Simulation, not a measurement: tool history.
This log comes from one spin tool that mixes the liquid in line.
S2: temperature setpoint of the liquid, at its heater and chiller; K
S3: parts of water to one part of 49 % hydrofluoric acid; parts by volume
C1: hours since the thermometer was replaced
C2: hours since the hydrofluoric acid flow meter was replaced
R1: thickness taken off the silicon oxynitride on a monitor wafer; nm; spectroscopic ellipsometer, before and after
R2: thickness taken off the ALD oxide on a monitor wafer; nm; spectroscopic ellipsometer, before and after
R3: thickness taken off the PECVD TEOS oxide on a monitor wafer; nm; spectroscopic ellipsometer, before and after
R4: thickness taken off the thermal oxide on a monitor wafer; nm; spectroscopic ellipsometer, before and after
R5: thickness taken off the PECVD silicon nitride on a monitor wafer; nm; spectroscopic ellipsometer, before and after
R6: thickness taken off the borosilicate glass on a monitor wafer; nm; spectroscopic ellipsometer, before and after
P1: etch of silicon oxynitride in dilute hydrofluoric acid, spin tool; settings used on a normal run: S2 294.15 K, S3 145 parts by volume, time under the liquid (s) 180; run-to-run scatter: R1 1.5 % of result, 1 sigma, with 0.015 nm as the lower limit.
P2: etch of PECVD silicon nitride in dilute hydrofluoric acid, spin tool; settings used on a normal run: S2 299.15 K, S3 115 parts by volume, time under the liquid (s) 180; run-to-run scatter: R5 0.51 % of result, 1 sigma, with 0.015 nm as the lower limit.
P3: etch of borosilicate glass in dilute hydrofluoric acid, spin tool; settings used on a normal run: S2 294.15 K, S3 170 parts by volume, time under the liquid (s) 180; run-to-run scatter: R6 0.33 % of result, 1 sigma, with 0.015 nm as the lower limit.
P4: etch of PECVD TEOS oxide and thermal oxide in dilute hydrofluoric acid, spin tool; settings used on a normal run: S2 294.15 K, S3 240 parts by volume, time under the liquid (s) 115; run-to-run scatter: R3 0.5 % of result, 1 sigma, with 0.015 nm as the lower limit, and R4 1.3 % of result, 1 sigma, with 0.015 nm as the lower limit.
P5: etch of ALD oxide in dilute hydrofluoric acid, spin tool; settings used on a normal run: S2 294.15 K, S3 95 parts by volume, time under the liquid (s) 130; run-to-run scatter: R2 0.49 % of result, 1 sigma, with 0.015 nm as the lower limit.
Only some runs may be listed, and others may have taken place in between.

Run 1, day 0.196: process that ran P1, S2 294.15 K, S3 145 parts by volume, time under the liquid (s) 180; C1 1656.0; C2 201.7. Result: R1 1.51900 nm.
Run 2, day 0.550: process that ran P1, S2 294.15 K, S3 145 parts by volume, time under the liquid (s) 180; C1 1664.5; C2 210.2. Result: R1 1.49910 nm.
Run 3, day 0.867: process that ran P1, S2 294.15 K, S3 145 parts by volume, time under the liquid (s) 180; C1 1672.1; C2 217.8. Result: R1 1.48420 nm.
Run 4, day 1.262: process that ran P5, S2 290.15 K, S3 95 parts by volume, time under the liquid (s) 130; C1 1681.6; C2 227.3. Result: R2 10.379 nm.
Run 5, day 1.683: process that ran P1, S2 299.65 K, S3 145 parts by volume, time under the liquid (s) 180; C1 1691.7; C2 237.4. Result: R1 1.93630 nm.
At day 1.883: hydrofluoric acid flow meter replaced.
Run 6, day 2.100: process that ran P1, S2 294.15 K, S3 145 parts by volume, time under the liquid (s) 180; C1 1701.7; C2 5.2. Result: R1 1.49580 nm.
Run 7, day 2.488: process that ran P5, S2 294.15 K, S3 95 parts by volume, time under the liquid (s) 195; C1 1711.0; C2 14.5. Result: R2 18.475 nm.
Run 8, day 2.792: process that ran P4, S2 294.15 K, S3 240 parts by volume, time under the liquid (s) 15; C1 1718.3; C2 21.8. Result: R3 1.3493 nm, R4 0.22705 nm.
Run 9, day 2.992: process that ran P1, S2 294.15 K, S3 145 parts by volume, time under the liquid (s) 180; C1 1723.1; C2 26.6. Result: R1 1.52980 nm.
Run 10, day 3.250: process that ran P2, S2 299.15 K, S3 115 parts by volume, time under the liquid (s) 180; C1 1729.3; C2 32.8. Result: R5 9.9834 nm.
Run 11, day 3.650: process that ran P3, S2 290.15 K, S3 170 parts by volume, time under the liquid (s) 180; C1 1738.9; C2 42.4. Result: R6 23.269 nm.
Run 12, day 4.050: process that ran P2, S2 299.15 K, S3 115 parts by volume, time under the liquid (s) 60; C1 1748.5; C2 52.0. Result: R5 3.3663 nm.
Run 13, day 4.317: process that ran P1, S2 294.15 K, S3 145 parts by volume, time under the liquid (s) 180; C1 1754.9; C2 58.4. Result: R1 1.47090 nm.
Run 14, day 4.558: process that ran P3, S2 294.15 K, S3 170 parts by volume, time under the liquid (s) 75; C1 1760.7; C2 64.2. Result: R6 11.368 nm.
Run 15, day 4.762: process that ran P3, S2 294.15 K, S3 170 parts by volume, time under the liquid (s) 180; C1 1765.6; C2 69.1. Result: R6 27.396 nm.
Run 16, day 5.083: process that ran P1, S2 294.15 K, S3 145 parts by volume, time under the liquid (s) 180; C1 1773.3; C2 76.8. Result: R1 1.55650 nm.
Run 17, day 5.371: process that ran P5, S2 294.15 K, S3 55 parts by volume, time under the liquid (s) 130; C1 1780.2; C2 83.7. Result: R2 22.187 nm.
Run 18, day 5.679: process that ran P1, S2 294.15 K, S3 80 parts by volume, time under the liquid (s) 335; C1 1787.6; C2 91.1. Result: R1 5.41940 nm.
Run 19, day 5.904: process that ran P1, S2 294.15 K, S3 225 parts by volume, time under the liquid (s) 180; C1 1793.0; C2 96.5. Result: R1 0.93759 nm.
Run 20, day 6.246: process that ran P4, S2 294.15 K, S3 240 parts by volume, time under the liquid (s) 115; C1 1801.2; C2 104.7. Result: R3 10.3400 nm, R4 1.68810 nm.
Run 21, day 6.596: process that ran P4, S2 294.15 K, S3 85 parts by volume, time under the liquid (s) 115; C1 1809.6; C2 113.1. Result: R3 34.5420 nm, R4 5.63810 nm.
Run 22, day 7.033: process that ran P1, S2 290.15 K, S3 145 parts by volume, time under the liquid (s) 100; C1 1820.1; C2 123.6. Result: R1 0.71518 nm.
Run 23, day 7.267: process that ran P1, S2 294.15 K, S3 40 parts by volume, time under the liquid (s) 180; C1 1825.7; C2 129.2. Result: R1 5.94650 nm.
Run 24, day 7.617: process that ran P1, S2 294.15 K, S3 145 parts by volume, time under the liquid (s) 360; C1 1834.1; C2 137.6. Result: R1 3.03830 nm.
Run 25, day 7.850: process that ran P5, S2 294.15 K, S3 95 parts by volume, time under the liquid (s) 130; C1 1839.7; C2 143.2. Result: R2 12.149 nm.
Run 26, day 8.129: process that ran P4, S2 290.15 K, S3 240 parts by volume, time under the liquid (s) 115; C1 1846.4; C2 149.9. Result: R3 8.8414 nm, R4 1.45850 nm.
Run 27, day 8.529: process that ran P2, S2 304.15 K, S3 115 parts by volume, time under the liquid (s) 180; C1 1856.0; C2 159.5. Result: R5 13.7210 nm.
Run 28, day 8.900: process that ran P2, S2 299.15 K, S3 170 parts by volume, time under the liquid (s) 180; C1 1864.9; C2 168.4. Result: R5 6.8194 nm.
Run 29, day 9.346: process that ran P2, S2 299.15 K, S3 115 parts by volume, time under the liquid (s) 180; C1 1875.6; C2 179.1. Result: R5 10.0100 nm.
Run 30, day 9.600: process that ran P1, S2 290.15 K, S3 145 parts by volume, time under the liquid (s) 180; C1 1881.7; C2 185.2. Result: R1 1.23150 nm.
Run 31, day 10.038: process that ran P1, S2 294.15 K, S3 145 parts by volume, time under the liquid (s) 70; C1 1892.2; C2 195.7. Result: R1 0.59738 nm.
Run 32, day 10.346: process that ran P5, S2 294.15 K, S3 95 parts by volume, time under the liquid (s) 130; C1 1899.6; C2 203.1. Result: R2 12.259 nm.
Run 33, day 10.612: process that ran P3, S2 294.15 K, S3 40 parts by volume, time under the liquid (s) 180; C1 1906.0; C2 209.5. Result: R6 135.610 nm.
Run 34, day 10.842: process that ran P1, S2 294.15 K, S3 145 parts by volume, time under the liquid (s) 180; C1 1911.5; C2 215.0. Result: R1 1.50400 nm.
Run 35, day 11.292: process that ran P1, S2 294.15 K, S3 145 parts by volume, time under the liquid (s) 180; C1 1922.3; C2 225.8. Result: R1 1.56630 nm.
Run 36, day 11.512: process that ran P1, S2 294.15 K, S3 145 parts by volume, time under the liquid (s) 180; C1 1927.6; C2 231.1. Result: R1 1.58180 nm.
Run 37, day 11.746: process that ran P1, S2 294.15 K, S3 145 parts by volume, time under the liquid (s) 180; C1 1933.2; C2 236.7. Result: R1 1.57320 nm.
Run 38, day 11.950: process that ran P1, S2 294.15 K, S3 145 parts by volume, time under the liquid (s) 180; C1 1938.1; C2 241.6. Result: R1 1.64180 nm.
Run 39, day 12.346: process that ran P1, S2 294.15 K, S3 145 parts by volume, time under the liquid (s) 180; C1 1947.6; C2 251.1. Result: R1 1.64420 nm.
Run 40, day 12.546: process that ran P1, S2 294.15 K, S3 145 parts by volume, time under the liquid (s) 180; C1 1952.4; C2 255.9. Result: R1 1.64500 nm.
Run 41, day 12.962: process that ran P1, S2 294.15 K, S3 145 parts by volume, time under the liquid (s) 180; C1 1962.4; C2 265.9. Result: R1 1.64460 nm.
Run 42, day 13.171: process that ran P1, S2 294.15 K, S3 145 parts by volume, time under the liquid (s) 180; C1 1967.4; C2 270.9. Result: R1 1.62230 nm.
Run 43, day 13.388: process that ran P1, S2 294.15 K, S3 145 parts by volume, time under the liquid (s) 180; C1 1972.6; C2 276.1. Result: R1 1.66850 nm.
Run 44, day 13.825: process that ran P1, S2 294.15 K, S3 145 parts by volume, time under the liquid (s) 180; C1 1983.1; C2 286.6. Result: R1 1.67860 nm.
Run 45, day 14.154: process that ran P1, S2 294.15 K, S3 145 parts by volume, time under the liquid (s) 180; C1 1991.0; C2 294.5. Result: R1 1.63210 nm.

What P1 gives has crept away from where it was. These 2 causes fit the log equally well, each at the size given:
A: liquid hotter than its thermometer reads (K) = 2.02
B: hydrofluoric acid flow above the setpoint (%) = 8.97
The process output started creeping at around day 10.842.

Consider the 4 single-wafer check runs listed below, results given as question marks: which one distinguishes between the causes by giving clearly different results for each?
Run check 1, day 14.483: process that ran P3, S2 290.15 K, S3 40 parts by volume, time under the liquid (s) 180. Result: R6 ?.
Run check 2, day 14.483: process that ran P2, S2 304.15 K, S3 115 parts by volume, time under the liquid (s) 180. Result: R5 ?.
Run check 3, day 14.483: process that ran P5, S2 290.65 K, S3 95 parts by volume, time under the liquid (s) 185. Result: R2 ?.
Run check 4, day 14.483: process that ran P4, S2 290.15 K, S3 95 parts by volume, time under the liquid (s) 115. Result: R3 ?, R4 ?.

Outcome of each check run for each possible cause:
  check  result     if A     if B
check 1      R6  123.680  123.900
check 2      R5  15.6050  15.0420
check 3      R2   16.415   16.578
check 4      R3  27.9600  28.2250
check 4      R4  4.66000  4.70420
Distance between the nearest two causes, measured in the result of the check that separates them most: check 1 0.18 %; check 2 3.68 %; check 3 0.99 %; check 4 0.94 %
Only check 2 tells the causes apart: in the others they would give nearly the same result.

Then check 2 was run and gave: R5 15.6420 nm. Which cause is it?

It is A: liquid hotter than its thermometer reads (K).
